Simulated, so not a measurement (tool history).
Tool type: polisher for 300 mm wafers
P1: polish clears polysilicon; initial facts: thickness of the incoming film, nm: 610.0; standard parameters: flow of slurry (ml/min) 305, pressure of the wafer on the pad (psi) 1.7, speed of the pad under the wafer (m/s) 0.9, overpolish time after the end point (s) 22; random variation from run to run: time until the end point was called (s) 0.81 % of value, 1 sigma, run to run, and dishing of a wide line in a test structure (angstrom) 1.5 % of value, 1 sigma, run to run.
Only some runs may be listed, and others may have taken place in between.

run     day  flow of slurry (ml/min)  pressure of the wafer on the pad (psi)  speed of the pad under the wafer (m/s)  overpolish time after the end point (s)  wafers polished on this pad  hours since the slurry nozzle was cleaned  hours since the head pressure was calibrated  time until the end point was called (s)  dishing of a wide line in a test structure (angstrom)
  1   0.417                      305                                     1.7                                     0.9                                       22                          402                                       48.4                                         737.3                                   82.157                                                 441.53
  2   0.888                      305                                     1.7                                     0.9                                       22                          516                                       59.7                                         748.6                                   83.674                                                 448.38
  3   1.521                      305                                     2.5                                     0.9                                       22                          669                                       74.9                                         763.8                                    55.61                                                 453.06
  4   2.233                      305                                     1.7                                     0.9                                       22                          842                                         92                                         780.9                                   83.467                                                 445.63
  5   2.796                      305                                     1.7                                     0.9                                       22                          979                                      105.5                                         794.4                                   83.616                                                 440.04
  6   3.508                      305                                       1                                     0.9                                        7                         1151                                      122.6                                         811.5                                   140.79                                                  224.5
  7   4.154                      305                                     1.7                                    1.42                                       22                         1308                                      138.1                                           827                                   52.531                                                 452.65
  8   4.717                      305                                     1.7                                     0.9                                       22                         1444                                      151.6                                         840.5                                    82.64                                                 439.67
  9   5.429                      305                                     1.7                                    0.48                                       22                         1617                                      168.7                                         857.6                                   153.71                                                 386.01
 10   5.958                      305                                       1                                     0.9                                       22                         1746                                      181.4                                         870.3                                   140.49                                                 406.05
 11   6.546                      305                                     1.7                                     0.9                                       35                         1888                                      195.5                                         884.4                                   84.163                                                 450.35
 12   7.133                      305                                     1.7                                     0.9                                        7                         2031                                      209.6                                         898.5                                   81.753                                                 309.01
 13   7.625                      305                                     1.7                                     0.9                                       22                         2150                                      221.4                                         910.3                                   82.822                                                 437.11
 14   8.058                      305                                     1.7                                     0.9                                       22                         2255                                      231.8                                         920.7                                   82.132                                                 431.36
 15   8.392                      430                                     1.7                                     0.9                                        7                         2336                                      239.8                                         928.7                                   80.664                                                 311.86
 16   9.062                      185                                     1.7                                     0.9                                       22                         2498                                      255.9                                         944.8                                   87.115                                                 423.93
 17     9.6                      415                                     1.7                                     0.9                                       22                         2629                                      268.8                                         957.7                                   81.602                                                 439.48
 18  10.138                      305                                     1.7                                     0.9                                       22                         2759                                      281.7                                         970.6                                   82.653                                                 430.59
 19  10.667                      305                                     1.7                                     0.9                                       22                         2887                                      294.4                                         983.3                                   84.146                                                 435.35
 20  11.271                      305                                     1.7                                     0.9                                       22                         3034                                      308.9                                         997.8                                   84.235                                                 438.26
 21  11.704                      305                                     1.7                                     0.9                                       22                         3139                                      319.3                                        1008.2                                   84.287                                                 437.12
     11.933  -- head pressure recalibrated
 22  12.196                      305                                     1.7                                     0.9                                       22                         3258                                      331.1                                           6.4                                   86.082                                                 440.44
 23  12.592                      305                                     1.7                                     0.9                                       22                         3354                                      340.6                                          15.9                                   85.631                                                 435.57
 24  13.108                      305                                     1.7                                     0.9                                       22                         3480                                        353                                          28.3                                   86.915                                                 432.02
 25  13.733                      305                                     1.7                                     0.9                                       22                         3631                                        368                                          43.3                                   87.614                                                 434.44
 26  14.079                      305                                     1.7                                     0.9                                       22                         3715                                      376.3                                          51.6                                   87.164                                                  446.6
 27  14.708                      305                                     1.7                                     0.9                                       22                         3868                                      391.4                                          66.7                                   87.916                                                 443.65
 28  15.158                      305                                     1.7                                     0.9                                       22                         3977                                      402.2                                          77.5                                   86.259                                                 437.96

P1 no longer gives what it gave before; its output has crept away from where it was. The following 2 causes, each at its listed size, fit the log equally well:
A: removal rate lost through wear of the pad, % = 5.06
B: slurry flow missing at the pad, % = 37.3
The creep began at about day 10.138.
Other possible causes, and why each is ruled out:
head's pressure below its setpoint, %: serviced at day 11.933, which brought nothing back

Of the 4 check runs below, each run on 5 wafers with the results averaged and each result still a question mark, which one would tell the listed causes apart?
check 1  15.608                      185                                     1.7                                    1.36                                       22                                                                                                                                                              ?                                                      ?
check 2  15.608                      305                                     2.2                                     0.9                                       22                                                                                                                                                              ?                                                      ?
check 3  15.608                      305                                     2.1                                    1.36                                       22                                                                                                                                                              ?                                                      ?
check 4  15.608                      305                                     1.7                                    0.58                                       22                                                                                                                                                              ?                                                      ?

If the cause were each of the candidates in turn, the checks would give the following:
  check                                                 result    if A    if B
check 1                time until the end point was called (s)  60.982  62.904
check 1  dishing of a wide line in a test structure (angstrom)  448.08  447.55
check 2                time until the end point was called (s)  67.287  67.291
check 2  dishing of a wide line in a test structure (angstrom)  446.16  446.16
check 3                time until the end point was called (s)  46.648  46.651
check 3  dishing of a wide line in a test structure (angstrom)  450.63  450.63
check 4                time until the end point was called (s)  135.12  135.13
check 4  dishing of a wide line in a test structure (angstrom)  402.53  402.52
Separation of the two closest causes in each check, using whichever result separates them best: check 1 3.1 %; check 2 0.01 %; check 3 0.01 %; check 4 0.01 %
Only in check 1 would the causes give clearly different results; in the remaining checks their results would be nearly the same.

Check 1 was carried out, with these results: time until the end point was called (s) 62.83; dishing of a wide line in a test structure (angstrom) 445.92. Which of the listed causes is responsible?

Of the candidate causes, it is B: slurry flow missing at the pad, %.

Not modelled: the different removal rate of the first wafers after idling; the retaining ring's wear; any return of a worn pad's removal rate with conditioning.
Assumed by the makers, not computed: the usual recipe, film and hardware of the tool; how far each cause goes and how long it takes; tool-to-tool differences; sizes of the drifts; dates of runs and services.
